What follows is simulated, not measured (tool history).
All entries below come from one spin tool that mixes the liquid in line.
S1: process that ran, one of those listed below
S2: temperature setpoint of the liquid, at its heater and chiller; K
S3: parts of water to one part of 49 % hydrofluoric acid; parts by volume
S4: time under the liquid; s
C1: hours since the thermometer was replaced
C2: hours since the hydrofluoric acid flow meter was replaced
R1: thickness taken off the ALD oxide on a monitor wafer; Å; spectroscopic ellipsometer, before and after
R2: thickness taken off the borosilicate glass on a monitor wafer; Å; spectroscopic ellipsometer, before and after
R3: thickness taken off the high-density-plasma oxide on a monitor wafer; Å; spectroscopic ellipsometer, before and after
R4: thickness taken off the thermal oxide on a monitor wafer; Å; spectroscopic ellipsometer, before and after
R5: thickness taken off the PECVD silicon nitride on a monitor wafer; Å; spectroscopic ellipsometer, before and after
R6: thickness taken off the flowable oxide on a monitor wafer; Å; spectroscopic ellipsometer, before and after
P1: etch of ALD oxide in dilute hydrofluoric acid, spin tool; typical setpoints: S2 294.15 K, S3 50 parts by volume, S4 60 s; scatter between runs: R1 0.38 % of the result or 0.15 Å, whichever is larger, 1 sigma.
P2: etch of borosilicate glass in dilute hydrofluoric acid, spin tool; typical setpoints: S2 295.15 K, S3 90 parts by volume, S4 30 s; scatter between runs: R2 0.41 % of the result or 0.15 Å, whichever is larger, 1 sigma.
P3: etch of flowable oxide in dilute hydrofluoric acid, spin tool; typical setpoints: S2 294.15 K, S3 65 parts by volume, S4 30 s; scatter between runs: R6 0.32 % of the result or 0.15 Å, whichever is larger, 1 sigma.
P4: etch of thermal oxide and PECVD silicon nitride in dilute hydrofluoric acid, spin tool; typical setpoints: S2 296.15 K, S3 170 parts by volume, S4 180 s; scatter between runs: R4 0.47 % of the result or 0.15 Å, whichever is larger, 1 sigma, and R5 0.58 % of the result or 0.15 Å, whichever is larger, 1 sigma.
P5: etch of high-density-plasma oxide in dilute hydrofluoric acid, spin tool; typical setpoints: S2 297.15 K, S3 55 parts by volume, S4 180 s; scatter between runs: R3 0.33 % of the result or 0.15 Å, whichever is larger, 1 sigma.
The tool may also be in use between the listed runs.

{"run": 1, "hour": 7.6, "S1": "P1", "S2": 294.15, "S3": 50, "S4": 60, "C1": 1231.4, "C2": 444.6, "R1": 141.83}
{"run": 2, "hour": 14.1, "S1": "P1", "S2": 294.15, "S3": 50, "S4": 60, "C1": 1237.9, "C2": 451.1, "R1": 141.96}
{"run": 3, "hour": 22.3, "S1": "P2", "S2": 301.15, "S3": 90, "S4": 30, "C1": 1246.1, "C2": 459.3, "R2": 133}
{"run": 4, "hour": 36.0, "S1": "P5", "S2": 297.15, "S3": 20, "S4": 180, "C1": 1259.8, "C2": 473, "R3": 635.3}
{"run": 5, "hour": 47.4, "S1": "P4", "S2": 296.15, "S3": 170, "S4": 180, "C1": 1271.2, "C2": 484.4, "R4": 44.989, "R5": 46.738}
{"run": 6, "hour": 59.5, "S1": "P1", "S2": 294.15, "S3": 85, "S4": 100, "C1": 1283.3, "C2": 496.5, "R1": 133.31}
{"run": 7, "hour": 72.1, "S1": "P1", "S2": 294.15, "S3": 70, "S4": 60, "C1": 1295.9, "C2": 509.1, "R1": 98.582}
{"run": 8, "hour": 82.3, "S1": "P1", "S2": 294.15, "S3": 50, "S4": 60, "C1": 1306.1, "C2": 519.3, "R1": 140.91}
{"run": 9, "hour": 92.0, "S1": "P1", "S2": 290.15, "S3": 50, "S4": 90, "C1": 1315.8, "C2": 529, "R1": 179.98}
{"run": 10, "hour": 99.8, "S1": "P5", "S2": 297.15, "S3": 55, "S4": 265, "C1": 1323.6, "C2": 536.8, "R3": 323.25}
{"run": 11, "hour": 106.8, "S1": "P5", "S2": 297.15, "S3": 55, "S4": 180, "C1": 1330.6, "C2": 543.8, "R3": 219.15}
{"run": 12, "hour": 114.5, "S1": "P4", "S2": 296.15, "S3": 105, "S4": 180, "C1": 1338.3, "C2": 551.5, "R4": 78.365, "R5": 75.811}
{"run": 13, "hour": 122.7, "S1": "P2", "S2": 295.15, "S3": 150, "S4": 30, "C1": 1346.5, "C2": 559.7, "R2": 58.894}
{"run": 14, "hour": 130.1, "S1": "P2", "S2": 295.15, "S3": 90, "S4": 30, "C1": 1353.9, "C2": 567.1, "R2": 105.15}
{"run": 15, "hour": 136.8, "S1": "P1", "S2": 294.15, "S3": 50, "S4": 30, "C1": 1360.6, "C2": 573.8, "R1": 70.957}
{"run": 16, "hour": 144.1, "S1": "P2", "S2": 295.15, "S3": 90, "S4": 30, "C1": 1367.9, "C2": 581.1, "R2": 104.99}
{"run": 17, "hour": 154.1, "S1": "P3", "S2": 294.15, "S3": 65, "S4": 30, "C1": 1377.9, "C2": 591.1, "R6": 129.58}
{"run": 18, "hour": 168.0, "S1": "P1", "S2": 294.15, "S3": 20, "S4": 60, "C1": 1391.8, "C2": 605, "R1": 369.85}
{"run": 19, "hour": 180.1, "S1": "P2", "S2": 295.15, "S3": 90, "S4": 45, "C1": 1403.9, "C2": 617.1, "R2": 157.09}
{"run": 20, "hour": 192.7, "S1": "P1", "S2": 301.65, "S3": 50, "S4": 60, "C1": 1416.5, "C2": 629.7, "R1": 193.03}
{"run": 21, "hour": 204.4, "S1": "P1", "S2": 290.15, "S3": 50, "S4": 60, "C1": 1428.2, "C2": 641.4, "R1": 118.85}
{"run": 22, "hour": 219.0, "S1": "P5", "S2": 304.65, "S3": 55, "S4": 180, "C1": 1442.8, "C2": 656, "R3": 295.41}
{"run": 23, "hour": 227.1, "S1": "P1", "S2": 294.15, "S3": 50, "S4": 60, "C1": 1450.9, "C2": 664.1, "R1": 140.84}
{"run": 24, "hour": 236.0, "S1": "P4", "S2": 296.15, "S3": 170, "S4": 60, "C1": 1459.8, "C2": 673, "R4": 15.108, "R5": 15.603}
{"run": 25, "hour": 248.9, "S1": "P1", "S2": 294.15, "S3": 50, "S4": 60, "C1": 1472.7, "C2": 685.9, "R1": 142.09}
{"run": 26, "hour": 259.8, "S1": "P1", "S2": 290.15, "S3": 25, "S4": 60, "C1": 1483.6, "C2": 696.8, "R1": 245.92}
{"run": 27, "hour": 269.0, "S1": "P1", "S2": 294.15, "S3": 50, "S4": 60, "C1": 1492.8, "C2": 706, "R1": 141.19}
{"run": 28, "hour": 276.3, "S1": "P1", "S2": 294.15, "S3": 50, "S4": 105, "C1": 1500.1, "C2": 713.3, "R1": 246.49}
{"run": 29, "hour": 283.5, "S1": "P3", "S2": 290.15, "S3": 65, "S4": 30, "C1": 1507.3, "C2": 720.5, "R6": 109.37}
{"run": 30, "hour": 296.1, "S1": "P3", "S2": 294.15, "S3": 20, "S4": 30, "C1": 1519.9, "C2": 733.1, "R6": 443.87}
{"run": 31, "hour": 303.1, "S1": "P4", "S2": 290.15, "S3": 170, "S4": 180, "C1": 1526.9, "C2": 740.1, "R4": 35.383, "R5": 31.817}
{"run": 32, "hour": 317.3, "S1": "P3", "S2": 294.15, "S3": 65, "S4": 15, "C1": 1541.1, "C2": 754.3, "R6": 64.225}
{"run": 33, "hour": 327.0, "S1": "P3", "S2": 294.15, "S3": 65, "S4": 30, "C1": 1550.8, "C2": 764, "R6": 128.7}
{"run": 34, "hour": 335.2, "S1": "P4", "S2": 296.15, "S3": 170, "S4": 180, "C1": 1559, "C2": 772.2, "R4": 44.481, "R5": 47.081}
{"run": 35, "hour": 346.6, "S1": "P1", "S2": 294.15, "S3": 50, "S4": 60, "C1": 1570.4, "C2": 783.6, "R1": 141.09}

The next listed run, before its measurement:
{"run": 36, "hour": 358.1, "S1": "P1", "S2": 294.15, "S3": 50, "S4": 60, "C1": 1581.9, "C2": 795.1, "R1": "?"}

{"run 36": {"R1": 145.23}}
